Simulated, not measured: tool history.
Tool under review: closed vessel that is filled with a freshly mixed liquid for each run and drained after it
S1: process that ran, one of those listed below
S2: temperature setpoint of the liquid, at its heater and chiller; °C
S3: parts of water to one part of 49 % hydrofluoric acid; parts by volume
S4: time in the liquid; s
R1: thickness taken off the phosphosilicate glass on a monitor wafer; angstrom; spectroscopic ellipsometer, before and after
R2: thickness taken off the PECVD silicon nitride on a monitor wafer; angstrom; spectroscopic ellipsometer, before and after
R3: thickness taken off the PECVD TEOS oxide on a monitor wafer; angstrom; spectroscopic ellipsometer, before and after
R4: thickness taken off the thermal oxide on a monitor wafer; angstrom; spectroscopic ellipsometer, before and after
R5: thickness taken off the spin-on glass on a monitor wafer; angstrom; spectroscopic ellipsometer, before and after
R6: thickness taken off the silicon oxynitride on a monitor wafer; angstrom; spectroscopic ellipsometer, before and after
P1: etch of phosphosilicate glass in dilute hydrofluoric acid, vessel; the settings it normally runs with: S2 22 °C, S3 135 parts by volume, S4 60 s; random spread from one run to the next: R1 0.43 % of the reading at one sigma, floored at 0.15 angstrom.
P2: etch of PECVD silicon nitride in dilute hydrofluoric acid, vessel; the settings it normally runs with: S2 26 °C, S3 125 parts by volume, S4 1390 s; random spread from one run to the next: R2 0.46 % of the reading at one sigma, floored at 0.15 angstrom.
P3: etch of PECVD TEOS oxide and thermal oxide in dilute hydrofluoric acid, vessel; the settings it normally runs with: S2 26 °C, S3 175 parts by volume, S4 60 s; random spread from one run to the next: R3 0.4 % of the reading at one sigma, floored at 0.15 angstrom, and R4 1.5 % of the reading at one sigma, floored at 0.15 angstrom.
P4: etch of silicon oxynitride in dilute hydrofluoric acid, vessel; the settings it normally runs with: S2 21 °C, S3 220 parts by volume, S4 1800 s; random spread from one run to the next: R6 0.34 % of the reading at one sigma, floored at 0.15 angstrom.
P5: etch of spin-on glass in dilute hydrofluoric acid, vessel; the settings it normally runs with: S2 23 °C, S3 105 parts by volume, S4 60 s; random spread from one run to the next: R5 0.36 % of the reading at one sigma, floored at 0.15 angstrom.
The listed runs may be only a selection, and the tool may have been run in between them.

run   hour  S1    S2   S3    S4      R1      R2      R3      R4      R5      R6
  1   12.4  P1    22  135    60  440.99
  2   28.1  P2    26  125   510          180.06
  3   36.6  P3    26  175    60                  59.453  15.915
  4   53.9  P2    26  125  1390           497.4
  5     67  P5    23  105    60                                   279.7
  6   84.9  P1  30.5  135    60  610.79
  7   92.7  P2    26  220  1390          280.58
  8  108.3  P3  21.5  175    60                  50.272  13.488
  9    119  P1    22  135    60  447.11
 10  132.1  P4    21  220  1800                                          313.07
 11  144.2  P5    23  175    60                                  152.76
 12  159.9  P1    22  135    90  661.48
 13  173.1  P1    17  135    60     363
 14  183.3  P2    26  125  1390          493.63
 15  193.4  P1    17  135    85  511.97
 16  209.7  P5  17.5  105    60                                  221.08
 17  222.7  P1    22  135    60  443.72
 18  234.9  P4    21   60  1800                                          1291.7
 19  245.7  P2    34  125  1390          807.35
 20  258.1  P1    22   55    60  1188.4
 21  275.4  P4    28  220  1800                                          426.61
 22  292.2  P1    22  135    60  444.57
 23  304.1  P4    21  220   750                                          131.51
 24    321  P1    22  135    60  441.73
 25  337.7  P1    22  230    60   236.8
 26  347.7  P5    23  105    30                                  139.05
 27  362.7  P3    26   55    60                  219.92  57.172
 28  379.3  P3    26  175    30                  29.932  7.8734
 29  390.5  P1    22  135    30  222.42
 30  405.4  P1    22  135    60  443.64
 31  420.5  P1    22  135    60  441.02
 32  436.1  P1    22  135    60  426.09
 33  450.5  P1    22  135    60  421.07
 34  463.2  P1    22  135    60  411.69
 35    473  P1    22  135    60  411.06
 36  484.5  P1    22  135    60  410.45
 37  501.4  P1    22  135    60  404.57
 38  518.7  P1    22  135    60  402.29
 39  535.7  P1    22  135    60  403.34
 40  547.6  P1    22  135    60  405.28

What P1 gives has crept away from where it was. These 2 causes fit the log equally well, each at the size given:
A: liquid colder than its thermometer reads (K) = 2.41
B: hydrofluoric acid flow below the setpoint (%) = 7.96
The process output started creeping at around hour 420.5.

The check runs listed below each take one wafer, and their results are still question marks. Under which run would the listed causes lead to clearly different results?
check 1  559.5  P3    26   80    30           ?   ?
check 2  559.5  P4  26.5  220  1800                       ?
check 3  559.5  P5    23  165    30                   ?
check 4  559.5  P2    29  215  1390       ?

What every check run would give for each of its results, assuming each possible cause in turn:
  check  result    if A    if B
check 1      R3  66.236   66.51
check 1      R4  17.612  17.685
check 2      R6  361.94  364.48
check 3      R5  75.112  74.727
check 4      R2  297.33  316.31
Per check, the gap between the least separated pair of causes, taken in the result that splits them most: check 1 0.41 %; check 2 0.7 %; check 3 0.52 %; check 4 6.19 %
The causes can be told apart only by check 4. The other checks would give nearly the same results under each of them.

The results of check 4 are: R2 316.3 angstrom. Based on these, which of the listed causes is it?

The correct cause is B, namely: hydrofluoric acid flow below the setpoint (%).

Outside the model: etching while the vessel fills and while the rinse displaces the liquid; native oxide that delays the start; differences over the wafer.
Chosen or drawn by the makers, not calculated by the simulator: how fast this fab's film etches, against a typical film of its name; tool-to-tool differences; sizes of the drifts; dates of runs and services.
